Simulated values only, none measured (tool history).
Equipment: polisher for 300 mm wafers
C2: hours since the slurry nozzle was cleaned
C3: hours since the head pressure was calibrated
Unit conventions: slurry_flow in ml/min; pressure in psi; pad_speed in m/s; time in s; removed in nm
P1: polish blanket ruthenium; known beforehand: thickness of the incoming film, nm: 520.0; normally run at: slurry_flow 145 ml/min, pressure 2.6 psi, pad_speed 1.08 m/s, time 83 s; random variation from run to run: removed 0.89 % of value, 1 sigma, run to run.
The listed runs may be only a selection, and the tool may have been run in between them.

{"run": 1, "hour": 5.0, "slurry_flow": 145, "pressure": 2.6, "pad_speed": 1.08, "time": 83, "wafers polished on this pad": 426, "C2": 229, "C3": 824.7, "removed": 128.81}
{"run": 2, "hour": 11.9, "slurry_flow": 145, "pressure": 4.1, "pad_speed": 1.08, "time": 83, "wafers polished on this pad": 511, "C2": 235.9, "C3": 831.6, "removed": 201.38}
{"run": 3, "hour": 19.5, "slurry_flow": 90, "pressure": 2.6, "pad_speed": 1.08, "time": 83, "wafers polished on this pad": 604, "C2": 243.5, "C3": 839.2, "removed": 113.46}
{"run": 4, "hour": 23.2, "slurry_flow": 145, "pressure": 2.6, "pad_speed": 1.66, "time": 83, "wafers polished on this pad": 649, "C2": 247.2, "C3": 842.9, "removed": 196.78}
{"run": 5, "hour": 28.1, "slurry_flow": 145, "pressure": 1.3, "pad_speed": 1.08, "time": 83, "wafers polished on this pad": 709, "C2": 252.1, "C3": 847.8, "removed": 65.059}
{"run": 6, "hour": 35.8, "slurry_flow": 225, "pressure": 2.6, "pad_speed": 1.08, "time": 83, "wafers polished on this pad": 804, "C2": 259.8, "C3": 855.5, "removed": 138.97}
{"run": 7, "hour": 41.9, "slurry_flow": 145, "pressure": 2.6, "pad_speed": 1.08, "time": 83, "wafers polished on this pad": 879, "C2": 265.9, "C3": 861.6, "removed": 126.4}
{"run": 8, "hour": 47.8, "slurry_flow": 145, "pressure": 2.6, "pad_speed": 1.08, "time": 83, "wafers polished on this pad": 951, "C2": 271.8, "C3": 867.5, "removed": 128.73}
{"run": 9, "hour": 53.7, "slurry_flow": 145, "pressure": 2.6, "pad_speed": 0.58, "time": 83, "wafers polished on this pad": 1023, "C2": 277.7, "C3": 873.4, "removed": 67.989}
{"run": 10, "hour": 60.6, "slurry_flow": 145, "pressure": 2.6, "pad_speed": 1.08, "time": 83, "wafers polished on this pad": 1108, "C2": 284.6, "C3": 880.3, "removed": 129.35}
{"run": 11, "hour": 67.1, "slurry_flow": 145, "pressure": 2.6, "pad_speed": 0.7, "time": 115, "wafers polished on this pad": 1187, "C2": 291.1, "C3": 886.8, "removed": 114.19}
{"run": 12, "hour": 73.6, "slurry_flow": 145, "pressure": 3.8, "pad_speed": 0.7, "time": 83, "wafers polished on this pad": 1267, "C2": 297.6, "C3": 893.3, "removed": 120.8}
{"run": 13, "hour": 81.3, "slurry_flow": 145, "pressure": 2.6, "pad_speed": 1.08, "time": 83, "wafers polished on this pad": 1362, "C2": 305.3, "C3": 901, "removed": 127.08}
{"run": 14, "hour": 87.4, "slurry_flow": 145, "pressure": 2.6, "pad_speed": 1.08, "time": 41, "wafers polished on this pad": 1436, "C2": 311.4, "C3": 907.1, "removed": 63.73}
{"run": 15, "hour": 95.0, "slurry_flow": 145, "pressure": 2.6, "pad_speed": 1.08, "time": 83, "wafers polished on this pad": 1529, "C2": 319, "C3": 914.7, "removed": 127.55}
{"run": 16, "hour": 101.4, "slurry_flow": 145, "pressure": 2.6, "pad_speed": 1.08, "time": 128, "wafers polished on this pad": 1608, "C2": 325.4, "C3": 921.1, "removed": 195.84}
{"run": 17, "hour": 106.2, "slurry_flow": 145, "pressure": 2.6, "pad_speed": 1.08, "time": 83, "wafers polished on this pad": 1667, "C2": 330.2, "C3": 925.9, "removed": 128.15}
{"run": 18, "hour": 113.5, "slurry_flow": 145, "pressure": 2.6, "pad_speed": 1.08, "time": 83, "wafers polished on this pad": 1756, "C2": 337.5, "C3": 933.2, "removed": 122.67}
{"run": 19, "hour": 118.1, "slurry_flow": 145, "pressure": 2.6, "pad_speed": 1.08, "time": 83, "wafers polished on this pad": 1813, "C2": 342.1, "C3": 937.8, "removed": 120.49}
{"run": 20, "hour": 126.0, "slurry_flow": 145, "pressure": 2.6, "pad_speed": 1.08, "time": 83, "wafers polished on this pad": 1910, "C2": 350, "C3": 945.7, "removed": 116.82}
{"run": 21, "hour": 131.1, "slurry_flow": 145, "pressure": 2.6, "pad_speed": 1.08, "time": 83, "wafers polished on this pad": 1972, "C2": 355.1, "C3": 950.8, "removed": 118.43}
{"run": 22, "hour": 135.0, "slurry_flow": 145, "pressure": 2.6, "pad_speed": 1.08, "time": 83, "wafers polished on this pad": 2020, "C2": 359, "C3": 954.7, "removed": 115.47}
{"hour": 137.1, "done": "worn pad replaced by a new one"}
{"run": 23, "hour": 141.4, "slurry_flow": 145, "pressure": 2.6, "pad_speed": 1.08, "time": 83, "wafers polished on this pad": 53, "C2": 365.4, "C3": 961.1, "removed": 114.18}
{"run": 24, "hour": 146.8, "slurry_flow": 145, "pressure": 2.6, "pad_speed": 1.08, "time": 83, "wafers polished on this pad": 119, "C2": 370.8, "C3": 966.5, "removed": 114.29}
{"run": 25, "hour": 150.7, "slurry_flow": 145, "pressure": 2.6, "pad_speed": 1.08, "time": 83, "wafers polished on this pad": 167, "C2": 374.7, "C3": 970.4, "removed": 115.74}

The log shows P1 creeping away from where it was. Any of the 2 causes listed here, at the size stated for it, fits the log just as well as the others:
A: head's pressure below its setpoint, % = 9.92
B: slurry flow missing at the pad, % = 37.5
The onset of the drift is placed at about hour 106.2.
What rules out each remaining cause:
removal rate lost through wear of the pad, %: its service at hour 137.1 followed the start of the drift and did not put the process back to its old value

4 check runs are offered, each on 5 wafers whose results are averaged, their results left as question marks. Which one tells the causes apart?
{"run": "check 1", "hour": 154.6, "slurry_flow": 220, "pressure": 3.5, "pad_speed": 1.08, "time": 83, "removed": "?"}
{"run": "check 2", "hour": 154.6, "slurry_flow": 145, "pressure": 2.6, "pad_speed": 1.52, "time": 83, "removed": "?"}
{"run": "check 3", "hour": 154.6, "slurry_flow": 145, "pressure": 3.9, "pad_speed": 1.08, "time": 127, "removed": "?"}
{"run": "check 4", "hour": 154.6, "slurry_flow": 145, "pressure": 2.6, "pad_speed": 1.66, "time": 115, "removed": "?"}

Check results expected under each cause:
check=check_1 result=removed if_A=164.53 if_B=170.08
check=check_2 result=removed if_A=161.74 if_B=161.76
check=check_3 result=removed if_A=263.77 if_B=263.8
check=check_4 result=removed if_A=244.74 if_B=244.77
Minimum pairwise separation of causes per check, each pair taken at its best-separating result: check 1 3.32 %; check 2 0.01 %; check 3 0.01 %; check 4 0.01 %
Only in check 1 would the causes give clearly different results; in the remaining checks their results would be nearly the same.

The results of check 1 are: removed 169.56 nm. Based on these, which of the listed causes is it?

B is the cause: slurry flow missing at the pad, %.
